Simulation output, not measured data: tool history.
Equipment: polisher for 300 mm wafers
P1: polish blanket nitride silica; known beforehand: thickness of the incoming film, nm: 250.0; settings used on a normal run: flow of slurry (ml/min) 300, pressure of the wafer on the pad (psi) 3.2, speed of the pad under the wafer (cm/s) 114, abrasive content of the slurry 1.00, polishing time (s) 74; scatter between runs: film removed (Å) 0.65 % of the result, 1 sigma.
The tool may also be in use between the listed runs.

| run | hour | flow of slurry (ml/min) | pressure of the wafer on the pad (psi) | speed of the pad under the wafer (cm/s) | abrasive content of the slurry | polishing time (s) | wafers polished on this pad | hours since the slurry nozzle was cleaned | hours since the head pressure was calibrated | hours since the slurry blender was calibrated | hours since the conditioning disc was replaced | film removed (Å) |
|---|---|---|---|---|---|---|---|---|---|---|---|---|
| 1 | 3.2 | 300 | 3.2 | 114 | 1.00 | 74 | 950 | 347.7 | 327.1 | 304.5 | 201.3 | 483.61 |
| 2 | 7.2 | 300 | 3.2 | 114 | 1.00 | 74 | 980 | 351.7 | 331.1 | 308.5 | 205.3 | 482.56 |
| 3 | 10.8 | 180 | 3.2 | 114 | 1.00 | 74 | 1007 | 355.3 | 334.7 | 312.1 | 208.9 | 455.55 |
| 4 | 14.1 | 300 | 3.2 | 180 | 1.00 | 74 | 1033 | 358.6 | 338.0 | 315.4 | 212.2 | 688.52 |
|  | 15.2 | slurry nozzle cleaned |
| 5 | 18.1 | 300 | 3.2 | 114 | 1.25 | 74 | 1063 | 3.0 | 342.0 | 319.4 | 216.2 | 521.65 |
| 6 | 23.3 | 300 | 3.2 | 114 | 1.00 | 74 | 1102 | 8.2 | 347.2 | 324.6 | 221.4 | 484.79 |
| 7 | 26.4 | 445 | 3.2 | 114 | 1.00 | 49 | 1126 | 11.3 | 350.3 | 327.7 | 224.5 | 328.12 |
| 8 | 30.2 | 300 | 3.2 | 114 | 1.00 | 35 | 1155 | 15.1 | 354.1 | 331.5 | 228.3 | 227.36 |
|  | 35.3 | head pressure recalibrated |
| 9 | 35.4 | 300 | 4.5 | 114 | 1.00 | 74 | 1194 | 20.3 | 0.1 | 336.7 | 233.5 | 676.78 |
| 10 | 40.3 | 300 | 3.2 | 114 | 1.00 | 74 | 1231 | 25.2 | 5.0 | 341.6 | 238.4 | 482.20 |
|  | 41.2 | slurry blender recalibrated |
| 11 | 45.0 | 300 | 3.2 | 114 | 1.00 | 74 | 1267 | 29.9 | 9.7 | 3.8 | 243.1 | 480.02 |
| 12 | 48.4 | 300 | 3.2 | 114 | 0.55 | 74 | 1293 | 33.3 | 13.1 | 7.2 | 246.5 | 350.93 |
| 13 | 53.5 | 445 | 3.2 | 114 | 1.00 | 74 | 1332 | 38.4 | 18.2 | 12.3 | 251.6 | 491.14 |
| 14 | 58.3 | 300 | 1.6 | 114 | 1.00 | 74 | 1368 | 43.2 | 23.0 | 17.1 | 256.4 | 237.58 |
| 15 | 63.1 | 300 | 3.2 | 114 | 1.00 | 100 | 1404 | 48.0 | 27.8 | 21.9 | 261.2 | 650.88 |
| 16 | 66.1 | 300 | 3.2 | 58 | 1.00 | 74 | 1427 | 51.0 | 30.8 | 24.9 | 264.2 | 279.78 |
| 17 | 71.7 | 300 | 3.2 | 114 | 1.00 | 74 | 1470 | 56.6 | 36.4 | 30.5 | 269.8 | 476.11 |
| 18 | 74.4 | 300 | 3.2 | 114 | 1.00 | 74 | 1490 | 59.3 | 39.1 | 33.2 | 272.5 | 463.87 |
| 19 | 77.8 | 300 | 3.2 | 114 | 1.00 | 74 | 1516 | 62.7 | 42.5 | 36.6 | 275.9 | 450.58 |
| 20 | 82.5 | 300 | 3.2 | 114 | 1.00 | 74 | 1552 | 67.4 | 47.2 | 41.3 | 280.6 | 438.41 |
| 21 | 86.4 | 300 | 3.2 | 114 | 1.00 | 74 | 1581 | 71.3 | 51.1 | 45.2 | 284.5 | 434.46 |
| 22 | 89.9 | 300 | 3.2 | 114 | 1.00 | 74 | 1608 | 74.8 | 54.6 | 48.7 | 288.0 | 428.51 |
|  | 92.0 | head pressure recalibrated |
| 23 | 92.8 | 300 | 3.2 | 114 | 1.00 | 74 | 1630 | 77.7 | 0.9 | 51.6 | 290.9 | 428.31 |
|  | 93.6 | conditioning disc replaced and pad reconditioned |
| 24 | 97.5 | 300 | 3.2 | 114 | 1.00 | 74 | 1666 | 82.4 | 5.6 | 56.3 | 4.0 | 421.65 |
| 25 | 102.7 | 300 | 3.2 | 114 | 1.00 | 74 | 1705 | 87.6 | 10.8 | 61.5 | 9.2 | 418.97 |
| 26 | 107.8 | 300 | 3.2 | 114 | 1.00 | 74 | 1744 | 92.7 | 15.9 | 66.6 | 14.3 | 414.42 |
| 27 | 112.2 | 300 | 3.2 | 114 | 1.00 | 74 | 1777 | 97.1 | 20.3 | 71.0 | 18.7 | 417.01 |

Something has made what P1 gives creep away from where it was; the 2 causes below, each at its own stated size, fit the log equally well:
A: abrasive missing from the slurry, % = 24.8
B: removal rate lost through wear of the pad, % = 13
The process output started creeping at around hour 71.7.
What rules out each remaining cause:
slurry flow missing at the pad, %: limited to 40, which would change film removed (Å) by -5.7 %, either short of the creep or opposite in sign
head's pressure below its setpoint, %: its service at hour 92.0 followed the start of the drift and did not put the process back to its old value
time polished since the conditioner stopped cutting, s: its service at hour 93.6 followed the start of the drift and did not put the process back to its old value

Consider the 4 check runs below, whose results appear as question marks and each of which averages 2 wafers. Which one distinguishes the causes, in that each cause would give it a clearly different result?
| check 1 | 116.6 | 300 | 3.2 | 114 | 0.55 | 74 |  |  |  |  |  | ? |
| check 2 | 116.6 | 300 | 2.4 | 58 | 1.00 | 74 |  |  |  |  |  | ? |
| check 3 | 116.6 | 300 | 1.7 | 168 | 1.00 | 74 |  |  |  |  |  | ? |
| check 4 | 116.6 | 300 | 4.2 | 114 | 1.00 | 41 |  |  |  |  |  | ? |

Predicted outcomes, by check and by cause:
| check | result | if A | if B |
|---|---|---|---|
| check 1 | film removed (Å) | 291.62 | 304.11 |
| check 2 | film removed (Å) | 182.16 | 182.24 |
| check 3 | film removed (Å) | 302.14 | 302.26 |
| check 4 | film removed (Å) | 303.27 | 303.40 |
Gap, in per cent, between the two causes that each check separates least, read from the result that separates them most: check 1 4.19 %; check 2 0.04 %; check 3 0.04 %; check 4 0.04 %
The causes can be told apart only by check 1. The other checks would give nearly the same results under each of them.

Here is what check 1 returned: film removed (Å) 290.86. Which cause is it?

A is the cause: abrasive missing from the slurry, %.
